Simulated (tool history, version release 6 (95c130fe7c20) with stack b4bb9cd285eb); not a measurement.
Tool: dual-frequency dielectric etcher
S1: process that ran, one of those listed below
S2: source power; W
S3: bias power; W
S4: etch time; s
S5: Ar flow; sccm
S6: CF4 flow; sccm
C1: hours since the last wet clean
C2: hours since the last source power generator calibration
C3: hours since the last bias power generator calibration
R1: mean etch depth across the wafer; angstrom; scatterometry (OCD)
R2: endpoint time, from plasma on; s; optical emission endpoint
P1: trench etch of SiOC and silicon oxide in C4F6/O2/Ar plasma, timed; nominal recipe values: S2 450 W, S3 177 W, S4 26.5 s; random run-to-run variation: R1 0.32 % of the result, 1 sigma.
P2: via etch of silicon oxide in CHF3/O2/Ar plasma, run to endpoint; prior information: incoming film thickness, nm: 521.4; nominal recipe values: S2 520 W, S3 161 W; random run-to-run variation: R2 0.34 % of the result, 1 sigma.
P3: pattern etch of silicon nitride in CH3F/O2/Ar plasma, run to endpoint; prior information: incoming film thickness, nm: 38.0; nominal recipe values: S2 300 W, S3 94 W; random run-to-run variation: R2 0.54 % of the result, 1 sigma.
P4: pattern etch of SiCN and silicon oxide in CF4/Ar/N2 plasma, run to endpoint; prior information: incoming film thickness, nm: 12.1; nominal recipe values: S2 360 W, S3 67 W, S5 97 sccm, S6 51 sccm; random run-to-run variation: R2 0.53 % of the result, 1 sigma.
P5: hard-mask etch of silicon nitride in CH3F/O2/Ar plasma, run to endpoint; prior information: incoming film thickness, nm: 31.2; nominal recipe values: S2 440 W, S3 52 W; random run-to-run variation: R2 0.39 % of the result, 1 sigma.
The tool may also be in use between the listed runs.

run,hour,S1,S2,S3,S4,S5,S6,C1,C2,C3,R1,R2
1,9.4,P1,450,177,26.5,,,103.4,1511.5,1895.4,557.75,
2,20.3,P1,550,177,26.5,,,114.3,1522.4,1906.3,603.74,
3,32.4,P1,370,118,26.5,,,126.4,1534.5,1918.4,457.25,
4,42.3,P5,440,52,,,,136.3,1544.4,1928.3,,49.855
5,57.1,P1,450,177,26.5,,,151.1,1559.2,1943.1,557.39,
6,70.7,P4,360,67,,97,51,164.7,1572.8,1956.7,,18.655
7,82.6,P3,300,75,,,,176.6,1584.7,1968.6,,59.545
8,94.7,P3,430,94,,,,188.7,1596.8,1980.7,,47.788
9,110.7,P2,320,161,,,,204.7,1612.8,1996.7,,342.660
10,123.4,P2,520,161,,,,217.4,1625.5,2009.4,,285.210
11,135.2,P5,320,52,,,,229.2,1637.3,2021.2,,56.085
12,145.9,P1,450,227,26.5,,,239.9,1648.0,2031.9,605.56,
13,160.2,P5,440,52,,,,254.2,1662.3,2046.2,,49.876
14,173.1,P1,450,177,26.5,,,267.1,1675.2,2059.1,554.47,
15,184.5,P3,300,94,,,,278.5,1686.6,2070.5,,54.019
16,199.6,P1,450,177,26.5,,,293.6,1701.7,2085.6,556.85,
17,214.7,P4,360,40,,97,51,308.7,1716.8,2100.7,,22.193
18,226.6,P4,360,67,,97,40,320.6,1728.7,2112.6,,19.228
19,238.3,P2,520,161,,,,332.3,1740.4,2124.3,,284.390
20,249.3,P2,520,199,,,,343.3,1751.4,2135.3,,266.630
21,256.5,P5,440,74,,,,350.5,1758.6,2142.5,,44.061
22,265.5,P1,450,177,26.5,,,359.5,1767.6,2151.5,558.30,
23,276.0,P1,270,177,26.5,,,370.0,1778.1,2162.0,458.79,
24,291.8,P1,450,134,26.5,,,385.8,1793.9,2177.8,514.02,
25,306.1,P4,420,67,,97,51,400.1,1808.2,2192.1,,16.317
26,320.7,P1,450,177,36.0,,,414.7,1822.8,2206.7,757.36,
27,332.2,P4,360,67,,59,51,426.2,1834.3,2218.2,,17.281
28,339.1,P1,450,177,15.5,,,433.1,1841.2,2225.1,328.13,
29,354.8,P1,450,177,26.5,,,448.8,1856.9,2240.8,558.59,
30,367.7,P1,450,177,26.5,,,461.7,1869.8,2253.7,559.98,
31,376.2,P1,450,177,26.5,,,470.2,1878.3,2262.2,551.81,
32,387.8,P1,450,177,26.5,,,481.8,1889.9,2273.8,552.09,
33,399.0,P1,450,177,26.5,,,493.0,1901.1,2285.0,550.55,
34,412.2,P1,450,177,26.5,,,506.2,1914.3,2298.2,551.97,
# hour 415.5: wet clean of the chamber
35,422.2,P1,450,177,26.5,,,6.8,1924.3,2308.2,552.91,
36,434.9,P1,450,177,26.5,,,19.5,1937.0,2320.9,551.12,
37,442.9,P1,450,177,26.5,,,27.5,1945.0,2328.9,551.50,

What P1 gives has crept away from where it was. These 2 causes fit the log equally well, each at the size given:
A: bias power that arrives under what is set, % = 4.99
B: source power that arrives under what is set, % = 4
The onset of the drift is placed at about hour 367.7.
Every other cause this tool's parts could produce, and why it does not fit the log:
chamber walls in a state that lowers the etch rate, %: serviced at hour 415.5, after the change had begun; the process did not return to its earlier output

You are offered 4 check runs, listed below with question marks in place of their results; each one averages 3 wafers. Which run separates the listed causes by giving clearly different results for each?
check 1,450.9,P2,520,186,,,,,,,,?
check 2,450.9,P3,370,94,,,,,,,,?
check 3,450.9,P5,350,71,,,,,,,,?
check 4,450.9,P4,360,41,,63,51,,,,,?

Expected result of each check under each candidate cause:
check,result,if A,if B
check 1,R2,276.200,275.680
check 2,R2,51.383,51.211
check 3,R2,49.811,49.705
check 4,R2,20.655,21.110
Separation of the two closest causes in each check, using whichever result separates them best: check 1 0.19 %; check 2 0.34 %; check 3 0.21 %; check 4 2.18 %
Of the check runs offered, only check 4 discriminates between the causes; the rest would read about the same regardless of which cause applies.

Here is what check 4 returned: R2 20.676 s. Which cause is it?

It is A: bias power that arrives under what is set, %.
